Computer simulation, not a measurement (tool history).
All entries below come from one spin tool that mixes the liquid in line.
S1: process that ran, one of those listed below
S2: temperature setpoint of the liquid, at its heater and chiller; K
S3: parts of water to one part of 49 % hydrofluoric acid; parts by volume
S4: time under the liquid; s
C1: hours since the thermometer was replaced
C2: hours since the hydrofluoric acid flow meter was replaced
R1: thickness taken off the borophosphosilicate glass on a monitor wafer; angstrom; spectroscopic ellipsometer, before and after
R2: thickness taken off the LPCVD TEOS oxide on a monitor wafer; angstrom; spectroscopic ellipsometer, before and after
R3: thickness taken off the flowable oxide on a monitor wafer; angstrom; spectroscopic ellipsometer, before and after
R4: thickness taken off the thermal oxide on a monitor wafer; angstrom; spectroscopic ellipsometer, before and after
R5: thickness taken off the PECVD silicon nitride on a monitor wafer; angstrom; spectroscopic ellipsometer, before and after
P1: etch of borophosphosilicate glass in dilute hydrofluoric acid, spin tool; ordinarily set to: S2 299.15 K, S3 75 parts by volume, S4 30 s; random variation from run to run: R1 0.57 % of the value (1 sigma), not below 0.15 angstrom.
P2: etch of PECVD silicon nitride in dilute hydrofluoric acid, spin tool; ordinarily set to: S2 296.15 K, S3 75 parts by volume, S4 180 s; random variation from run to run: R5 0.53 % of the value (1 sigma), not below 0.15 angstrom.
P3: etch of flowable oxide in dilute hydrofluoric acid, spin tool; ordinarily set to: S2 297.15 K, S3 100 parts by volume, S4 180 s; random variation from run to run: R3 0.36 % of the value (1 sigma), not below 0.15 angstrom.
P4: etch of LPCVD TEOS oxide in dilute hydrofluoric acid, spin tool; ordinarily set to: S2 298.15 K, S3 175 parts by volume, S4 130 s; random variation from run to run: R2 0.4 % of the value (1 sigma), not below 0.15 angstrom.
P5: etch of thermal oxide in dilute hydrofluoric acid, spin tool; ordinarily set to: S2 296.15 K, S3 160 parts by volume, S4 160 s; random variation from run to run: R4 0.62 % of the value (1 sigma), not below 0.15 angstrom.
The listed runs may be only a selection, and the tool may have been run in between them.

| run | hour | S1 | S2 | S3 | S4 | C1 | C2 | R1 | R2 | R3 | R4 | R5 |
|---|---|---|---|---|---|---|---|---|---|---|---|---|
| 1 | 13.6 | P1 | 299.15 | 75 | 30 | 1004.5 | 1200.7 | 126.300 |  |  |  |  |
| 2 | 24.7 | P1 | 305.15 | 75 | 30 | 1015.6 | 1211.8 | 159.230 |  |  |  |  |
| 3 | 39.3 | P1 | 291.15 | 75 | 30 | 1030.2 | 1226.4 | 91.394 |  |  |  |  |
| 4 | 53.8 | P1 | 299.15 | 75 | 30 | 1044.7 | 1240.9 | 128.180 |  |  |  |  |
| 5 | 66.0 | P4 | 298.15 | 175 | 130 | 1056.9 | 1253.1 |  | 119.100 |  |  |  |
| 6 | 80.9 | P1 | 299.15 | 75 | 30 | 1071.8 | 1268.0 | 126.950 |  |  |  |  |
| 7 | 92.2 | P3 | 297.15 | 100 | 180 | 1083.1 | 1279.3 |  |  | 408.340 |  |  |
| 8 | 103.1 | P4 | 298.15 | 175 | 30 | 1094.0 | 1290.2 |  | 27.699 |  |  |  |
| 9 | 115.0 | P5 | 296.15 | 160 | 160 | 1105.9 | 1302.1 |  |  |  | 41.423 |  |
| 10 | 126.9 | P1 | 299.15 | 75 | 15 | 1117.8 | 1314.0 | 63.463 |  |  |  |  |
| 11 | 136.2 | P4 | 298.15 | 175 | 130 | 1127.1 | 1323.3 |  | 119.250 |  |  |  |
| 12 | 151.7 | P1 | 299.15 | 75 | 30 | 1142.6 | 1338.8 | 126.980 |  |  |  |  |
| 13 | 161.3 | P5 | 296.15 | 160 | 160 | 1152.2 | 1348.4 |  |  |  | 41.357 |  |
| 14 | 174.8 | P1 | 299.15 | 40 | 55 | 1165.7 | 1361.9 | 456.730 |  |  |  |  |
| 15 | 189.4 | P1 | 299.15 | 140 | 30 | 1180.3 | 1376.5 | 62.669 |  |  |  |  |
| 16 | 198.4 | P3 | 297.15 | 60 | 180 | 1189.3 | 1385.5 |  |  | 714.260 |  |  |
| 17 | 214.1 | P5 | 296.15 | 30 | 160 | 1205.0 | 1401.2 |  |  |  | 258.840 |  |
| 18 | 222.8 | P2 | 292.15 | 75 | 180 | 1213.7 | 1409.9 |  |  |  |  | 28.8350 |
| 19 | 231.0 | P1 | 299.15 | 75 | 30 | 1221.9 | 1418.1 | 126.150 |  |  |  |  |
| 20 | 238.3 | P3 | 297.15 | 100 | 25 | 1229.2 | 1425.4 |  |  | 56.544 |  |  |
| 21 | 253.8 | P3 | 305.15 | 100 | 180 | 1244.7 | 1440.9 |  |  | 549.400 |  |  |
| 22 | 264.7 | P2 | 296.15 | 20 | 180 | 1255.6 | 1451.8 |  |  |  |  | 138.2500 |
| 23 | 280.2 | P1 | 299.15 | 30 | 30 | 1271.1 | 1467.3 | 336.700 |  |  |  |  |
| 24 | 290.8 | P3 | 297.15 | 100 | 180 | 1281.7 | 1477.9 |  |  | 406.390 |  |  |
| 25 | 302.5 | P5 | 296.15 | 160 | 45 | 1293.4 | 1489.6 |  |  |  | 11.655 |  |
| 26 | 312.6 | P1 | 299.15 | 75 | 30 | 1303.5 | 1499.7 | 127.040 |  |  |  |  |
| 27 | 325.2 | P4 | 292.15 | 175 | 130 | 1316.1 | 1512.3 |  | 94.321 |  |  |  |
| 28 | 337.7 | P4 | 298.15 | 90 | 130 | 1328.6 | 1524.8 |  | 256.300 |  |  |  |
| 29 | 353.5 | P5 | 304.65 | 160 | 160 | 1344.4 | 1540.6 |  |  |  | 56.698 |  |
| 30 | 365.9 | P2 | 296.15 | 75 | 180 | 1356.8 | 1553.0 |  |  |  |  | 38.9150 |
| 31 | 374.1 | P1 | 299.15 | 75 | 60 | 1365.0 | 1561.2 | 251.670 |  |  |  |  |
| 32 | 388.7 | P2 | 296.15 | 75 | 15 | 1379.6 | 1575.8 |  |  |  |  | 3.1936 |
| 33 | 398.5 | P1 | 299.15 | 75 | 30 | 1389.4 | 1585.6 | 127.240 |  |  |  |  |
| 34 | 413.5 | P1 | 299.15 | 75 | 30 | 1404.4 | 1600.6 | 123.240 |  |  |  |  |
| 35 | 425.3 | P1 | 299.15 | 75 | 30 | 1416.2 | 1612.4 | 122.160 |  |  |  |  |
| 36 | 441.3 | P1 | 299.15 | 75 | 30 | 1432.2 | 1628.4 | 120.950 |  |  |  |  |
| 37 | 455.9 | P1 | 299.15 | 75 | 30 | 1446.8 | 1643.0 | 121.270 |  |  |  |  |
| 38 | 471.6 | P1 | 299.15 | 75 | 30 | 1462.5 | 1658.7 | 120.690 |  |  |  |  |
| 39 | 486.9 | P1 | 299.15 | 75 | 30 | 1477.8 | 1674.0 | 118.890 |  |  |  |  |
| 40 | 498.1 | P1 | 299.15 | 75 | 30 | 1489.0 | 1685.2 | 119.130 |  |  |  |  |
| 41 | 513.9 | P1 | 299.15 | 75 | 30 | 1504.8 | 1701.0 | 119.200 |  |  |  |  |
| 42 | 528.8 | P1 | 299.15 | 75 | 30 | 1519.7 | 1715.9 | 118.140 |  |  |  |  |

The output of P1 has drifted from where it used to be. Each of the 2 causes below, taken at the size shown beside it, accounts for the log equally well:
A: hydrofluoric acid flow below the setpoint (%) = 5.64
B: liquid colder than its thermometer reads (K) = 1.61
The drift started at roughly hour 398.5.

The check runs listed below each take one wafer, and their results are still question marks. Under which run would the listed causes lead to clearly different results?
| check 1 | 543.7 | P4 | 298.15 | 120 | 130 |  |  |  | ? |  |  |  |
| check 2 | 543.7 | P2 | 296.15 | 30 | 110 |  |  |  |  |  |  | ? |
| check 3 | 543.7 | P5 | 303.65 | 160 | 50 |  |  |  |  |  | ? |  |
| check 4 | 543.7 | P3 | 304.65 | 70 | 180 |  |  |  |  | ? |  |  |

Expected result of each check under each candidate cause:
| check | result | if A | if B |
|---|---|---|---|
| check 1 | R2 | 173.500 | 174.190 |
| check 2 | R5 | 54.2490 | 51.3410 |
| check 3 | R4 | 15.853 | 16.058 |
| check 4 | R3 | 756.840 | 758.950 |
Gap, in per cent, between the two causes that each check separates least, read from the result that separates them most: check 1 0.4 %; check 2 5.51 %; check 3 1.28 %; check 4 0.28 %
The other checks would show nearly matching results whichever cause is true, so check 2 is the only one that separates the causes.

The results of check 2 are: R5 54.3270 angstrom. Based on these, which of the listed causes is it?

It is A: hydrofluoric acid flow below the setpoint (%).
